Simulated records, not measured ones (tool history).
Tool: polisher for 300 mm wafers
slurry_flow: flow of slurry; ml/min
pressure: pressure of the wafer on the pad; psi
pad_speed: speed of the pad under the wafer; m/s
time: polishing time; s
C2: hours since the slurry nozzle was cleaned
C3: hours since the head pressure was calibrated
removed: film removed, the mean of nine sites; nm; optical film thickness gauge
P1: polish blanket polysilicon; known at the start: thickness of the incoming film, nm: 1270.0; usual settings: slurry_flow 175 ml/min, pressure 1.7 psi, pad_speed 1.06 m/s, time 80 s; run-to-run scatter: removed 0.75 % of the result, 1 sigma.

{"run": 1, "hour": 9.2, "slurry_flow": 175, "pressure": 1.7, "pad_speed": 1.06, "time": 80, "wafers polished on this pad": 682, "C2": 467.1, "C3": 690.9, "removed": 342.32}
{"run": 2, "hour": 19.0, "slurry_flow": 175, "pressure": 1.7, "pad_speed": 1.06, "time": 80, "wafers polished on this pad": 764, "C2": 476.9, "C3": 700.7, "removed": 345.09}
{"run": 3, "hour": 31.4, "slurry_flow": 175, "pressure": 1.7, "pad_speed": 0.48, "time": 80, "wafers polished on this pad": 869, "C2": 489.3, "C3": 713.1, "removed": 154.95}
{"run": 4, "hour": 41.0, "slurry_flow": 175, "pressure": 0.9, "pad_speed": 1.06, "time": 80, "wafers polished on this pad": 950, "C2": 498.9, "C3": 722.7, "removed": 182.8}
{"run": 5, "hour": 51.9, "slurry_flow": 265, "pressure": 1.7, "pad_speed": 1.06, "time": 80, "wafers polished on this pad": 1042, "C2": 509.8, "C3": 733.6, "removed": 365.03}
{"run": 6, "hour": 62.5, "slurry_flow": 175, "pressure": 2.5, "pad_speed": 1.06, "time": 80, "wafers polished on this pad": 1132, "C2": 520.4, "C3": 744.2, "removed": 510.83}
{"run": 7, "hour": 70.8, "slurry_flow": 175, "pressure": 1.7, "pad_speed": 1.06, "time": 80, "wafers polished on this pad": 1202, "C2": 528.7, "C3": 752.5, "removed": 342.51}
{"run": 8, "hour": 83.9, "slurry_flow": 175, "pressure": 1.7, "pad_speed": 1.06, "time": 80, "wafers polished on this pad": 1313, "C2": 541.8, "C3": 765.6, "removed": 342.89}
{"run": 9, "hour": 99.9, "slurry_flow": 175, "pressure": 1.7, "pad_speed": 1.06, "time": 80, "wafers polished on this pad": 1448, "C2": 557.8, "C3": 781.6, "removed": 346.27}
{"hour": 104.9, "done": "slurry nozzle cleaned"}
{"run": 10, "hour": 107.9, "slurry_flow": 175, "pressure": 1.7, "pad_speed": 1.06, "time": 80, "wafers polished on this pad": 1515, "C2": 3, "C3": 789.6, "removed": 350.27}
{"run": 11, "hour": 116.6, "slurry_flow": 175, "pressure": 2.5, "pad_speed": 1.06, "time": 115, "wafers polished on this pad": 1589, "C2": 11.7, "C3": 798.3, "removed": 730.4}
{"run": 12, "hour": 128.2, "slurry_flow": 175, "pressure": 1.7, "pad_speed": 1.06, "time": 36, "wafers polished on this pad": 1687, "C2": 23.3, "C3": 809.9, "removed": 156.44}
{"run": 13, "hour": 141.9, "slurry_flow": 175, "pressure": 1.7, "pad_speed": 1.58, "time": 80, "wafers polished on this pad": 1802, "C2": 37, "C3": 823.6, "removed": 516.84}
{"run": 14, "hour": 149.4, "slurry_flow": 175, "pressure": 1.7, "pad_speed": 1.06, "time": 120, "wafers polished on this pad": 1866, "C2": 44.5, "C3": 831.1, "removed": 529.65}
{"run": 15, "hour": 160.7, "slurry_flow": 175, "pressure": 1.3, "pad_speed": 1.06, "time": 116, "wafers polished on this pad": 1961, "C2": 55.8, "C3": 842.4, "removed": 385.17}
{"run": 16, "hour": 175.1, "slurry_flow": 105, "pressure": 1.7, "pad_speed": 1.06, "time": 80, "wafers polished on this pad": 2083, "C2": 70.2, "C3": 856.8, "removed": 313.88}
{"run": 17, "hour": 185.2, "slurry_flow": 250, "pressure": 1.7, "pad_speed": 1.06, "time": 104, "wafers polished on this pad": 2168, "C2": 80.3, "C3": 866.9, "removed": 469.02}
{"run": 18, "hour": 201.4, "slurry_flow": 175, "pressure": 1.7, "pad_speed": 1.06, "time": 80, "wafers polished on this pad": 2305, "C2": 96.5, "C3": 883.1, "removed": 347.63}
{"run": 19, "hour": 216.4, "slurry_flow": 175, "pressure": 1.7, "pad_speed": 1.06, "time": 80, "wafers polished on this pad": 2432, "C2": 111.5, "C3": 898.1, "removed": 324.27}
{"run": 20, "hour": 224.4, "slurry_flow": 175, "pressure": 1.7, "pad_speed": 1.06, "time": 80, "wafers polished on this pad": 2499, "C2": 119.5, "C3": 906.1, "removed": 322.21}
{"hour": 230.3, "done": "head pressure recalibrated"}
{"run": 21, "hour": 239.2, "slurry_flow": 175, "pressure": 1.7, "pad_speed": 1.06, "time": 80, "wafers polished on this pad": 2624, "C2": 134.3, "C3": 9, "removed": 319.63}
{"run": 22, "hour": 247.9, "slurry_flow": 175, "pressure": 1.7, "pad_speed": 1.06, "time": 80, "wafers polished on this pad": 2698, "C2": 143, "C3": 17.7, "removed": 321.03}
{"run": 23, "hour": 263.9, "slurry_flow": 175, "pressure": 1.7, "pad_speed": 1.06, "time": 80, "wafers polished on this pad": 2833, "C2": 159, "C3": 33.7, "removed": 321.05}
{"run": 24, "hour": 278.1, "slurry_flow": 175, "pressure": 1.7, "pad_speed": 1.06, "time": 80, "wafers polished on this pad": 2953, "C2": 173.2, "C3": 47.9, "removed": 314.12}

What P1 gives has crept away from where it was. These 2 causes fit the log equally well, each at the size given:
A: slurry flow missing at the pad, % = 37.4
B: removal rate lost through wear of the pad, % = 8.47
The creep began at about hour 201.4.
Why every other cause is out:
head's pressure below its setpoint, %: serviced at hour 230.3, which brought nothing back

4 check runs are offered, each on 5 wafers whose results are averaged, their results left as question marks. Which one tells the causes apart?
{"run": "check 1", "hour": 292.3, "slurry_flow": 175, "pressure": 2.5, "pad_speed": 1.06, "time": 36, "removed": "?"}
{"run": "check 2", "hour": 292.3, "slurry_flow": 175, "pressure": 1.7, "pad_speed": 0.54, "time": 120, "removed": "?"}
{"run": "check 3", "hour": 292.3, "slurry_flow": 175, "pressure": 1.7, "pad_speed": 1.34, "time": 54, "removed": "?"}
{"run": "check 4", "hour": 292.3, "slurry_flow": 255, "pressure": 1.7, "pad_speed": 1.06, "time": 120, "removed": "?"}

What each check would give under each cause:
check=check_1 result=removed if_A=209.89 if_B=209.86
check=check_2 result=removed if_A=242.36 if_B=242.33
check=check_3 result=removed if_A=270.64 if_B=270.6
check=check_4 result=removed if_A=512.24 if_B=499
How far apart the two closest causes lie, in the result that separates them most: check 1 0.01 %; check 2 0.01 %; check 3 0.01 %; check 4 2.62 %
Only check 4 tells the causes apart: in the others they would give nearly the same result.

Then check 4 was run and gave: removed 500.37 nm. Which cause is it?

It is B: removal rate lost through wear of the pad, %.
